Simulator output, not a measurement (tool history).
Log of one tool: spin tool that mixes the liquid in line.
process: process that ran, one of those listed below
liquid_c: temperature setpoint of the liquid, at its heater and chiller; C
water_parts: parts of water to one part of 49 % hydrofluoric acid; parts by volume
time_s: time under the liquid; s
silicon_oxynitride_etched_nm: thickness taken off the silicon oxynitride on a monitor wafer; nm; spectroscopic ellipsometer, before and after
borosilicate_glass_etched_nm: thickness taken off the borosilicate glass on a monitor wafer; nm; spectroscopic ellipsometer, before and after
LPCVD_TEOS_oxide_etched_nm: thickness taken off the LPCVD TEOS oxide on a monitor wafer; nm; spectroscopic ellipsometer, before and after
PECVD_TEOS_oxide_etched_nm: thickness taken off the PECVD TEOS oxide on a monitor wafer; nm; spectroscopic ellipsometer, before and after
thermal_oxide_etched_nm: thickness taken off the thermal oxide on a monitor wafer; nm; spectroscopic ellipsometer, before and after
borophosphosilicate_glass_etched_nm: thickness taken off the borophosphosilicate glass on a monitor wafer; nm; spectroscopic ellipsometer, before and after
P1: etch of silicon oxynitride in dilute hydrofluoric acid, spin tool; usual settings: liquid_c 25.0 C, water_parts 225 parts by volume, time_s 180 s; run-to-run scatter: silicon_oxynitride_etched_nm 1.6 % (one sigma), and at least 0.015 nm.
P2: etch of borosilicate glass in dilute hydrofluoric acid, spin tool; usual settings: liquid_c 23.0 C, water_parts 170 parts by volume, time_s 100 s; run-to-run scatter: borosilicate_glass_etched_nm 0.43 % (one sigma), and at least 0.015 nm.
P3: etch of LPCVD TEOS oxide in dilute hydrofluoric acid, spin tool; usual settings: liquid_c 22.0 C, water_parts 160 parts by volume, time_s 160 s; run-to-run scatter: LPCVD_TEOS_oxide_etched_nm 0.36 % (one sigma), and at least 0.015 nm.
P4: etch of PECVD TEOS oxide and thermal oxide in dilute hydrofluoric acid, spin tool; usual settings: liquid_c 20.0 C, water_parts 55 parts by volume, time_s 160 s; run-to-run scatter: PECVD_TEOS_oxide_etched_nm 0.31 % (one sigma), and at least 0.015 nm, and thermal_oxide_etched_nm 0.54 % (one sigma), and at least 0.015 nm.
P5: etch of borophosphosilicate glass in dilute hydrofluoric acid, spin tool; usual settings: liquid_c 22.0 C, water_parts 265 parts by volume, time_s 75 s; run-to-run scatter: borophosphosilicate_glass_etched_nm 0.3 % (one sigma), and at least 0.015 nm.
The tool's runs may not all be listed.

run   hour  process  liquid_c  water_parts  time_s  hours since the thermometer was replaced  hours since the hydrofluoric acid flow meter was replaced  silicon_oxynitride_etched_nm  borosilicate_glass_etched_nm  LPCVD_TEOS_oxide_etched_nm  PECVD_TEOS_oxide_etched_nm  thermal_oxide_etched_nm  borophosphosilicate_glass_etched_nm
  1    5.5       P1      25.0          225     180                                    1570.0                                                     1366.1                       1.82380
  2   13.9       P1      25.0          225     180                                    1578.4                                                     1374.5                       1.71190
  3   21.8       P2      23.0           30     100                                    1586.3                                                     1382.4                                                     139.340
  4   33.2       P3      22.0          265     160                                    1597.7                                                     1393.8                                                                                  10.968
  5   43.5       P4      17.0           55     160                                    1608.0                                                     1404.1                                                                                                              22.743                  11.6880
  6   50.3       P1      25.0           70     335                                    1614.8                                                     1410.9                      11.96000
  7   60.3       P3      22.0          160     160                                    1624.8                                                     1420.9                                                                                  20.156
  8   67.8       P5      17.0          265      75                                    1632.3                                                     1428.4                                                                                                                                                                           12.3630
  9   75.9       P1      25.0          395     180                                    1640.4                                                     1436.5                       0.89173
 10   81.3       P2      23.0          170     100                                    1645.8                                                     1441.9                                                      20.897
 11   92.0       P4      20.0           55     160                                    1656.5                                                     1452.6                                                                                                              25.713                  13.3700
 12   98.4       P1      32.5          225     180                                    1662.9                                                     1459.0                       2.40160
 13  108.1       P5      22.0          265      75                                    1672.6                                                     1468.7                                                                                                                                                                           14.8230
 14  113.9       P3      22.0          160     305                                    1678.4                                                     1474.5                                                                                  38.612
 15  121.3       P1      25.0          225     180                                    1685.8                                                     1481.9                       1.74540
 16  130.7       P1      20.0          225     180                                    1695.2                                                     1491.3                       1.39680
 17  142.3       P2      26.5          170     100                                    1706.8                                                     1502.9                                                      23.726
 18  154.0       P4      20.0           80     160                                    1718.5                                                     1514.6                                                                                                              17.289                   8.7881
 19  164.0       P1      25.0          225     180                                    1728.5                                                     1524.6                       1.74440
 20  175.6       P5      22.0          265      75                                    1740.1                                                     1536.2                                                                                                                                                                           14.8860
 21  186.3       P1      25.0          225     180                                    1750.8                                                     1546.9                       1.73760
 22  193.4       P1      21.5           60     180                                    1757.9                                                     1554.0                       6.32930
 23  201.4       P1      25.0          225     180                                    1765.9                                                     1562.0                       1.69650
 24  212.1       P3      17.0          160     160                                    1776.6                                                     1572.7                                                                                  16.549
 25  222.1       P4      20.0           55     300                                    1786.6                                                     1582.7                                                                                                              48.481                  24.9400
 26  234.1       P5      22.0          480      75                                    1798.6                                                     1594.7                                                                                                                                                                            6.8289

Run 27 comes next. What will it give?
 27  242.7       P1      25.0          145     180                                    1807.2                                                     1603.3                             ?

{"run 27": {"silicon_oxynitride_etched_nm": 2.9797}}

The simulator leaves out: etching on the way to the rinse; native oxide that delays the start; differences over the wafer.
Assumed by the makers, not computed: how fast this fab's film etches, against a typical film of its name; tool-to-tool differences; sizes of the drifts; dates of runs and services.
